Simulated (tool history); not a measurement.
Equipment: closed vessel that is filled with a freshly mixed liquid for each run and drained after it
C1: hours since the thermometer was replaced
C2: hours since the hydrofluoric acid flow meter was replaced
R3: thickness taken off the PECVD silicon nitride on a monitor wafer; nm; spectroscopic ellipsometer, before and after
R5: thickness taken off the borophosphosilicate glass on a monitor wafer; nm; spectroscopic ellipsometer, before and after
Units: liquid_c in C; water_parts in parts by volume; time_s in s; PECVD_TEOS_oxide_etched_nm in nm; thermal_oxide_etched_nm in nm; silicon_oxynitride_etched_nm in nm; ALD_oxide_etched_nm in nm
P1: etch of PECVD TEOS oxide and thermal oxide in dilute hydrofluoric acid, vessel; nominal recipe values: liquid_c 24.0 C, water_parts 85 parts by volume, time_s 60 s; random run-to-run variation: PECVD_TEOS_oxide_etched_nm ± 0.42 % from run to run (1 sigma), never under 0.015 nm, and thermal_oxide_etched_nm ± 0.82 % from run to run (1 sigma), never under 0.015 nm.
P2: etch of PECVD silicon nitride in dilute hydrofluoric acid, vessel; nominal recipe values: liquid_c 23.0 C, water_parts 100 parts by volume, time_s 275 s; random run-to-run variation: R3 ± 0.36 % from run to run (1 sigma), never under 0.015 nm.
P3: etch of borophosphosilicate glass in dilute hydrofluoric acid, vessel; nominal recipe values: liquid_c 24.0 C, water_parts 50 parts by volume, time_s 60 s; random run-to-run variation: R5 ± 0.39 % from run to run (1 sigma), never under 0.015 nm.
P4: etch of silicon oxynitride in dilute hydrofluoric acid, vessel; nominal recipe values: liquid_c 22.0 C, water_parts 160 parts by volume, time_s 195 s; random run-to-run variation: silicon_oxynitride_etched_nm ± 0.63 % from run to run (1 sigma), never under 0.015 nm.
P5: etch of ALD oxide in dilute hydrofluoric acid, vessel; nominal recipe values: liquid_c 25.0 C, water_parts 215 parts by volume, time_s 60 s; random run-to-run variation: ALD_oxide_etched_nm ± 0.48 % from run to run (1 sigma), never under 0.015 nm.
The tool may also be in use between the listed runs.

Run 1, day 0.262: process P1, liquid_c 24.0 C, water_parts 85 parts by volume, time_s 60 s; C1 783.4; C2 791.7. Result: PECVD_TEOS_oxide_etched_nm 13.2780 nm, thermal_oxide_etched_nm 3.3875 nm.
Run 2, day 0.442: process P1, liquid_c 24.0 C, water_parts 140 parts by volume, time_s 60 s; C1 787.7; C2 796.0. Result: PECVD_TEOS_oxide_etched_nm 7.5387 nm, thermal_oxide_etched_nm 1.8965 nm.
Run 3, day 0.721: process P1, liquid_c 24.0 C, water_parts 85 parts by volume, time_s 30 s; C1 794.4; C2 802.7. Result: PECVD_TEOS_oxide_etched_nm 6.6367 nm, thermal_oxide_etched_nm 1.6867 nm.
Run 4, day 1.062: process P2, liquid_c 19.0 C, water_parts 100 parts by volume, time_s 275 s; C1 802.6; C2 810.9. Result: R3 6.6744 nm.
Run 5, day 1.408: process P4, liquid_c 22.0 C, water_parts 160 parts by volume, time_s 380 s; C1 810.9; C2 819.2. Result: silicon_oxynitride_etched_nm 8.1371 nm.
Run 6, day 1.704: process P1, liquid_c 24.0 C, water_parts 30 parts by volume, time_s 60 s; C1 818.0; C2 826.3. Result: PECVD_TEOS_oxide_etched_nm 40.5780 nm, thermal_oxide_etched_nm 10.2160 nm.
Run 7, day 1.892: process P1, liquid_c 20.5 C, water_parts 85 parts by volume, time_s 90 s; C1 822.5; C2 830.8. Result: PECVD_TEOS_oxide_etched_nm 17.3250 nm, thermal_oxide_etched_nm 4.3458 nm.
Run 8, day 2.121: process P3, liquid_c 30.0 C, water_parts 50 parts by volume, time_s 60 s; C1 828.0; C2 836.3. Result: R5 81.052 nm.
Run 9, day 2.312: process P1, liquid_c 24.0 C, water_parts 85 parts by volume, time_s 60 s; C1 832.6; C2 840.9. Result: PECVD_TEOS_oxide_etched_nm 13.2890 nm, thermal_oxide_etched_nm 3.3649 nm.
Run 10, day 2.471: process P1, liquid_c 24.0 C, water_parts 85 parts by volume, time_s 60 s; C1 836.4; C2 844.7. Result: PECVD_TEOS_oxide_etched_nm 13.3440 nm, thermal_oxide_etched_nm 3.3822 nm.
Run 11, day 2.662: process P5, liquid_c 25.0 C, water_parts 215 parts by volume, time_s 60 s; C1 841.0; C2 849.3. Result: ALD_oxide_etched_nm 8.1648 nm.
Run 12, day 2.946: process P3, liquid_c 24.0 C, water_parts 50 parts by volume, time_s 115 s; C1 847.8; C2 856.1. Result: R5 121.030 nm.
Run 13, day 3.225: process P1, liquid_c 18.0 C, water_parts 85 parts by volume, time_s 60 s; C1 854.5; C2 862.8. Result: PECVD_TEOS_oxide_etched_nm 10.4570 nm, thermal_oxide_etched_nm 2.6565 nm.
Run 14, day 3.383: process P4, liquid_c 22.0 C, water_parts 250 parts by volume, time_s 195 s; C1 858.3; C2 866.6. Result: silicon_oxynitride_etched_nm 2.4956 nm.
Run 15, day 3.708: process P1, liquid_c 24.0 C, water_parts 125 parts by volume, time_s 30 s; C1 866.1; C2 874.4. Result: PECVD_TEOS_oxide_etched_nm 4.3361 nm, thermal_oxide_etched_nm 1.0965 nm.
Run 16, day 3.888: process P3, liquid_c 24.0 C, water_parts 75 parts by volume, time_s 60 s; C1 870.4; C2 878.7. Result: R5 41.137 nm.
Run 17, day 4.146: process P5, liquid_c 25.0 C, water_parts 215 parts by volume, time_s 30 s; C1 876.6; C2 884.9. Result: ALD_oxide_etched_nm 4.0868 nm.
Run 18, day 4.350: process P1, liquid_c 24.0 C, water_parts 85 parts by volume, time_s 100 s; C1 881.5; C2 889.8. Result: PECVD_TEOS_oxide_etched_nm 22.1190 nm, thermal_oxide_etched_nm 5.7006 nm.
Run 19, day 4.679: process P3, liquid_c 24.0 C, water_parts 50 parts by volume, time_s 60 s; C1 889.4; C2 897.7. Result: R5 64.245 nm.
Run 20, day 4.838: process P2, liquid_c 23.0 C, water_parts 100 parts by volume, time_s 275 s; C1 893.2; C2 901.5. Result: R3 8.6984 nm.
Run 21, day 5.146: process P2, liquid_c 23.0 C, water_parts 145 parts by volume, time_s 275 s; C1 900.6; C2 908.9. Result: R3 6.0204 nm.
Run 22, day 5.367: process P4, liquid_c 22.0 C, water_parts 160 parts by volume, time_s 195 s; C1 905.9; C2 914.2. Result: silicon_oxynitride_etched_nm 4.1884 nm.
Run 23, day 5.704: process P1, liquid_c 28.0 C, water_parts 85 parts by volume, time_s 60 s; C1 914.0; C2 922.3. Result: PECVD_TEOS_oxide_etched_nm 15.6340 nm, thermal_oxide_etched_nm 3.9028 nm.
Run 24, day 5.938: process P3, liquid_c 24.0 C, water_parts 50 parts by volume, time_s 60 s; C1 919.6; C2 927.9. Result: R5 63.562 nm.
Run 25, day 6.221: process P1, liquid_c 20.5 C, water_parts 45 parts by volume, time_s 60 s; C1 926.4; C2 934.7. Result: PECVD_TEOS_oxide_etched_nm 22.8750 nm, thermal_oxide_etched_nm 5.8289 nm.
Run 26, day 6.525: process P1, liquid_c 24.0 C, water_parts 85 parts by volume, time_s 60 s; C1 933.7; C2 942.0. Result: PECVD_TEOS_oxide_etched_nm 13.3220 nm, thermal_oxide_etched_nm 3.3915 nm.
Run 27, day 6.712: process P5, liquid_c 33.5 C, water_parts 215 parts by volume, time_s 60 s; C1 938.2; C2 946.5. Result: ALD_oxide_etched_nm 10.9810 nm.
Run 28, day 6.875: process P5, liquid_c 25.0 C, water_parts 40 parts by volume, time_s 60 s; C1 942.1; C2 950.4. Result: ALD_oxide_etched_nm 54.8650 nm.
Run 29, day 7.158: process P4, liquid_c 29.5 C, water_parts 160 parts by volume, time_s 195 s; C1 948.9; C2 957.2. Result: silicon_oxynitride_etched_nm 5.8077 nm.
At day 7.242: thermometer replaced.
Run 30, day 7.471: process P2, liquid_c 23.0 C, water_parts 100 parts by volume, time_s 470 s; C1 5.6; C2 964.7. Result: R3 14.9600 nm.
Run 31, day 7.783: process P1, liquid_c 24.0 C, water_parts 85 parts by volume, time_s 60 s; C1 13.1; C2 972.2. Result: PECVD_TEOS_oxide_etched_nm 13.3740 nm, thermal_oxide_etched_nm 3.4098 nm.
Run 32, day 8.071: process P1, liquid_c 24.0 C, water_parts 85 parts by volume, time_s 60 s; C1 20.0; C2 979.1. Result: PECVD_TEOS_oxide_etched_nm 13.3800 nm, thermal_oxide_etched_nm 3.3629 nm.
Run 33, day 8.325: process P1, liquid_c 24.0 C, water_parts 85 parts by volume, time_s 60 s; C1 26.1; C2 985.2. Result: PECVD_TEOS_oxide_etched_nm 13.8160 nm, thermal_oxide_etched_nm 3.4710 nm.
Run 34, day 8.671: process P1, liquid_c 24.0 C, water_parts 85 parts by volume, time_s 60 s; C1 34.4; C2 993.5. Result: PECVD_TEOS_oxide_etched_nm 13.9740 nm, thermal_oxide_etched_nm 3.5459 nm.
Run 35, day 8.921: process P1, liquid_c 24.0 C, water_parts 85 parts by volume, time_s 60 s; C1 40.4; C2 999.5. Result: PECVD_TEOS_oxide_etched_nm 14.1750 nm, thermal_oxide_etched_nm 3.6435 nm.
Run 36, day 9.275: process P1, liquid_c 24.0 C, water_parts 85 parts by volume, time_s 60 s; C1 48.9; C2 1008.0. Result: PECVD_TEOS_oxide_etched_nm 14.3550 nm, thermal_oxide_etched_nm 3.6885 nm.
Run 37, day 9.471: process P1, liquid_c 24.0 C, water_parts 85 parts by volume, time_s 60 s; C1 53.6; C2 1012.7. Result: PECVD_TEOS_oxide_etched_nm 14.4220 nm, thermal_oxide_etched_nm 3.6914 nm.
Run 38, day 9.625: process P1, liquid_c 24.0 C, water_parts 85 parts by volume, time_s 60 s; C1 57.3; C2 1016.4. Result: PECVD_TEOS_oxide_etched_nm 14.3210 nm, thermal_oxide_etched_nm 3.6814 nm.

Run 39 is up next; what results do you expect?
Run 39, day 9.904: process P1, liquid_c 24.0 C, water_parts 85 parts by volume, time_s 60 s; C1 64.0; C2 1023.1. Result: PECVD_TEOS_oxide_etched_nm ?, thermal_oxide_etched_nm ?.

PECVD_TEOS_oxide_etched_nm: 14.3040 nm
thermal_oxide_etched_nm: 3.6751 nm
